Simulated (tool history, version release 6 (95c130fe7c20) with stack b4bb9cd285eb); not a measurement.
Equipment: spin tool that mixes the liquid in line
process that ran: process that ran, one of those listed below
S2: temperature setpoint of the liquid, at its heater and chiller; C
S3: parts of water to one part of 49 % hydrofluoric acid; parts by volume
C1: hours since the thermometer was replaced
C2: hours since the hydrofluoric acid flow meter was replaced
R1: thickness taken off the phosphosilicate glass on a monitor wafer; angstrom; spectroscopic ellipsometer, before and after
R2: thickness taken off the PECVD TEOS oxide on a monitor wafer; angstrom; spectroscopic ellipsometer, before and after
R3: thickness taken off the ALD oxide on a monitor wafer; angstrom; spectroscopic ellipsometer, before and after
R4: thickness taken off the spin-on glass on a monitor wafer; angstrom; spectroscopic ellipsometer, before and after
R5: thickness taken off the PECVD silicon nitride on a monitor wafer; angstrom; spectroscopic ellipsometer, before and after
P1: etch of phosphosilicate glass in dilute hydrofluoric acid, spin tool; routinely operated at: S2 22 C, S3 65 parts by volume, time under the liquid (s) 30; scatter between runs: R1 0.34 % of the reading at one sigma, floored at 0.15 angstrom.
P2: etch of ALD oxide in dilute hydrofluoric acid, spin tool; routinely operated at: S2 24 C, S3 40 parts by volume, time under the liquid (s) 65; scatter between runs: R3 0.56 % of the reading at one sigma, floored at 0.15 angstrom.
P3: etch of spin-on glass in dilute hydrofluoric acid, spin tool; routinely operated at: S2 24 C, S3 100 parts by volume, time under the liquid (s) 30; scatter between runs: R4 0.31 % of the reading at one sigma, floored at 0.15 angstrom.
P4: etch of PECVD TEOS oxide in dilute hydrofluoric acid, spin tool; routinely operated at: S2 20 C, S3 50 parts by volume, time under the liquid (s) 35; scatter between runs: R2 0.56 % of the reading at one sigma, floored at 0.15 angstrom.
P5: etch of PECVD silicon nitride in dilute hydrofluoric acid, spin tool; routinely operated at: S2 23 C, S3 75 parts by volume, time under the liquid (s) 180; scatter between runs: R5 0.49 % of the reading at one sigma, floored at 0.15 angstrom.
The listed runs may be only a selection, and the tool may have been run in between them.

{"run": 1, "hour": 13.4, "process that ran": "P1", "S2": 22, "S3": 65, "time under the liquid (s)": 30, "C1": 826.6, "C2": 469.3, "R1": 272.89}
{"run": 2, "hour": 30.5, "process that ran": "P4", "S2": 20, "S3": 50, "time under the liquid (s)": 15, "C1": 843.7, "C2": 486.4, "R2": 30.736}
{"run": 3, "hour": 47.5, "process that ran": "P4", "S2": 20, "S3": 50, "time under the liquid (s)": 35, "C1": 860.7, "C2": 503.4, "R2": 72.075}
{"run": 4, "hour": 63.4, "process that ran": "P1", "S2": 22, "S3": 65, "time under the liquid (s)": 30, "C1": 876.6, "C2": 519.3, "R1": 271.94}
{"run": 5, "hour": 78.2, "process that ran": "P4", "S2": 28, "S3": 50, "time under the liquid (s)": 35, "C1": 891.4, "C2": 534.1, "R2": 101.88}
{"run": 6, "hour": 95.4, "process that ran": "P1", "S2": 22, "S3": 65, "time under the liquid (s)": 30, "C1": 908.6, "C2": 551.3, "R1": 272.7}
{"run": 7, "hour": 106.2, "process that ran": "P1", "S2": 22, "S3": 65, "time under the liquid (s)": 30, "C1": 919.4, "C2": 562.1, "R1": 274.68}
{"run": 8, "hour": 120.0, "process that ran": "P1", "S2": 17, "S3": 65, "time under the liquid (s)": 30, "C1": 933.2, "C2": 575.9, "R1": 220.49}
{"run": 9, "hour": 133.3, "process that ran": "P2", "S2": 24, "S3": 40, "time under the liquid (s)": 65, "C1": 946.5, "C2": 589.2, "R3": 264.78}
{"run": 10, "hour": 143.7, "process that ran": "P3", "S2": 17.5, "S3": 100, "time under the liquid (s)": 30, "C1": 956.9, "C2": 599.6, "R4": 82.853}
{"run": 11, "hour": 151.3, "process that ran": "P1", "S2": 26, "S3": 65, "time under the liquid (s)": 30, "C1": 964.5, "C2": 607.2, "R1": 322.07}
{"run": 12, "hour": 167.9, "process that ran": "P1", "S2": 22, "S3": 35, "time under the liquid (s)": 30, "C1": 981.1, "C2": 623.8, "R1": 528.25}
{"run": 13, "hour": 176.5, "process that ran": "P3", "S2": 24, "S3": 100, "time under the liquid (s)": 30, "C1": 989.7, "C2": 632.4, "R4": 107.75}
{"run": 14, "hour": 187.0, "process that ran": "P3", "S2": 24, "S3": 100, "time under the liquid (s)": 55, "C1": 1000.2, "C2": 642.9, "R4": 198.42}
{"run": 15, "hour": 200.2, "process that ran": "P1", "S2": 22, "S3": 30, "time under the liquid (s)": 15, "C1": 1013.4, "C2": 656.1, "R1": 309.75}
{"run": 16, "hour": 210.9, "process that ran": "P4", "S2": 20, "S3": 70, "time under the liquid (s)": 35, "C1": 1024.1, "C2": 666.8, "R2": 50.279}
{"run": 17, "hour": 220.0, "process that ran": "P1", "S2": 22, "S3": 65, "time under the liquid (s)": 45, "C1": 1033.2, "C2": 675.9, "R1": 410.13}
{"run": 18, "hour": 230.4, "process that ran": "P2", "S2": 24, "S3": 20, "time under the liquid (s)": 65, "C1": 1043.6, "C2": 686.3, "R3": 541.57}
{"run": 19, "hour": 244.3, "process that ran": "P1", "S2": 22, "S3": 65, "time under the liquid (s)": 30, "C1": 1057.5, "C2": 700.2, "R1": 273.8}
{"run": 20, "hour": 254.1, "process that ran": "P3", "S2": 24, "S3": 100, "time under the liquid (s)": 30, "C1": 1067.3, "C2": 710, "R4": 108.44}
{"run": 21, "hour": 267.3, "process that ran": "P2", "S2": 24, "S3": 40, "time under the liquid (s)": 65, "C1": 1080.5, "C2": 723.2, "R3": 263.56}
{"run": 22, "hour": 279.8, "process that ran": "P5", "S2": 23, "S3": 75, "time under the liquid (s)": 350, "C1": 1093, "C2": 735.7, "R5": 109.67}
{"run": 23, "hour": 294.1, "process that ran": "P5", "S2": 23, "S3": 75, "time under the liquid (s)": 180, "C1": 1107.3, "C2": 750, "R5": 56.704}
{"run": 24, "hour": 310.1, "process that ran": "P5", "S2": 23, "S3": 75, "time under the liquid (s)": 180, "C1": 1123.3, "C2": 766, "R5": 56.164}
{"run": 25, "hour": 319.2, "process that ran": "P1", "S2": 22, "S3": 65, "time under the liquid (s)": 15, "C1": 1132.4, "C2": 775.1, "R1": 136.76}
{"run": 26, "hour": 334.7, "process that ran": "P2", "S2": 24, "S3": 40, "time under the liquid (s)": 95, "C1": 1147.9, "C2": 790.6, "R3": 384.87}
{"run": 27, "hour": 346.2, "process that ran": "P2", "S2": 17, "S3": 40, "time under the liquid (s)": 65, "C1": 1159.4, "C2": 802.1, "R3": 195.4}
{"run": 28, "hour": 363.4, "process that ran": "P5", "S2": 17, "S3": 75, "time under the liquid (s)": 180, "C1": 1176.6, "C2": 819.3, "R5": 37.111}
{"run": 29, "hour": 373.2, "process that ran": "P3", "S2": 24, "S3": 155, "time under the liquid (s)": 30, "C1": 1186.4, "C2": 829.1, "R4": 65.386}
{"run": 30, "hour": 382.2, "process that ran": "P5", "S2": 23, "S3": 45, "time under the liquid (s)": 180, "C1": 1195.4, "C2": 838.1, "R5": 93.628}

Estimate the outcome of run 31 from the log above:
{"run": 31, "hour": 397.8, "process that ran": "P1", "S2": 22, "S3": 90, "time under the liquid (s)": 30, "C1": 1211, "C2": 853.7, "R1": "?"}

R1: 191.87 angstrom
